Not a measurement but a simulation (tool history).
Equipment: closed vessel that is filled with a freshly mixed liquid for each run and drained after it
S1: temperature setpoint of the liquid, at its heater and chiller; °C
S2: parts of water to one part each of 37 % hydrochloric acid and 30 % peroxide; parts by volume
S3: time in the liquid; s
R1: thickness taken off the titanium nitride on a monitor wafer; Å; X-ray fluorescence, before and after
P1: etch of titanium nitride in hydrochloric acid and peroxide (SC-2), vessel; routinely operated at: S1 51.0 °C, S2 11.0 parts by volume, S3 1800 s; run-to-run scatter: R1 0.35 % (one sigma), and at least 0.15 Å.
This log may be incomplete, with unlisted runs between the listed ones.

| run | hour | S1 | S2 | S3 | R1 |
|---|---|---|---|---|---|
| 1 | 13.2 | 51.0 | 11.0 | 1800 | 250.750 |
| 2 | 20.5 | 51.0 | 11.0 | 1800 | 247.710 |
| 3 | 32.7 | 51.0 | 4.0 | 160 | 47.973 |
| 4 | 44.2 | 51.0 | 11.0 | 1800 | 249.960 |
| 5 | 54.0 | 60.5 | 11.0 | 1800 | 460.540 |
| 6 | 62.8 | 51.0 | 11.0 | 1800 | 247.950 |
| 7 | 77.1 | 51.0 | 19.5 | 1800 | 151.420 |
|  | 89.3 | thermometer replaced |
| 8 | 92.4 | 37.0 | 11.0 | 1800 | 94.875 |
| 9 | 99.4 | 38.0 | 17.0 | 1800 | 69.913 |
| 10 | 110.0 | 51.0 | 11.0 | 3570 | 495.760 |
| 11 | 121.8 | 51.0 | 4.0 | 1800 | 541.330 |
| 12 | 132.4 | 51.0 | 11.0 | 1800 | 249.750 |
| 13 | 147.8 | 51.0 | 11.0 | 35 | 4.672 |
| 14 | 156.0 | 51.0 | 11.0 | 1800 | 250.370 |
| 15 | 165.3 | 51.0 | 11.0 | 1800 | 248.290 |
| 16 | 176.5 | 51.0 | 11.0 | 1800 | 260.590 |
| 17 | 186.7 | 51.0 | 11.0 | 1800 | 264.620 |
| 18 | 194.8 | 51.0 | 11.0 | 1800 | 266.210 |
| 19 | 202.4 | 51.0 | 11.0 | 1800 | 268.040 |
| 20 | 215.0 | 51.0 | 11.0 | 1800 | 268.210 |
| 21 | 225.8 | 51.0 | 11.0 | 1800 | 269.570 |
| 22 | 239.1 | 51.0 | 11.0 | 1800 | 271.120 |

P1 no longer gives what it gave before; its output has crept away from where it was. The following 2 causes, each at its listed size, fit the log equally well:
A: liquid hotter than its thermometer reads (K) = 1.2
B: chemicals flow above the setpoint (%) = 9.82
The creep began at about hour 165.3.
Excluded causes, each with its reason:
peroxide weaker than its label (%): limited to 8, which would change R1 by -7.4 %, either short of the creep or opposite in sign

Which of the 4 check runs listed below, each an average over 2 wafers with its results shown as question marks, gives clearly different results under the different listed causes?
| check 1 | 252.4 | 42.0 | 4.0 | 1800 | ? |
| check 2 | 252.4 | 51.0 | 11.0 | 3530 | ? |
| check 3 | 252.4 | 51.0 | 19.0 | 2955 | ? |
| check 4 | 252.4 | 40.0 | 17.5 | 1800 | ? |

Predicted outcomes, by check and by cause:
| check | result | if A | if B |
|---|---|---|---|
| check 1 | R1 | 318.680 | 311.660 |
| check 2 | R1 | 530.260 | 529.980 |
| check 3 | R1 | 274.780 | 276.200 |
| check 4 | R1 | 85.244 | 85.140 |
Separation of the two closest causes in each check, using whichever result separates them best: check 1 2.23 %; check 2 0.05 %; check 3 0.51 %; check 4 0.12 %
Check 1 is the one run that separates the causes; every other check would come out nearly the same whichever cause is at work.

The results of check 1 are: R1 319.870 Å. Based on these, which of the listed causes is it?

The correct cause is A, namely: liquid hotter than its thermometer reads (K).

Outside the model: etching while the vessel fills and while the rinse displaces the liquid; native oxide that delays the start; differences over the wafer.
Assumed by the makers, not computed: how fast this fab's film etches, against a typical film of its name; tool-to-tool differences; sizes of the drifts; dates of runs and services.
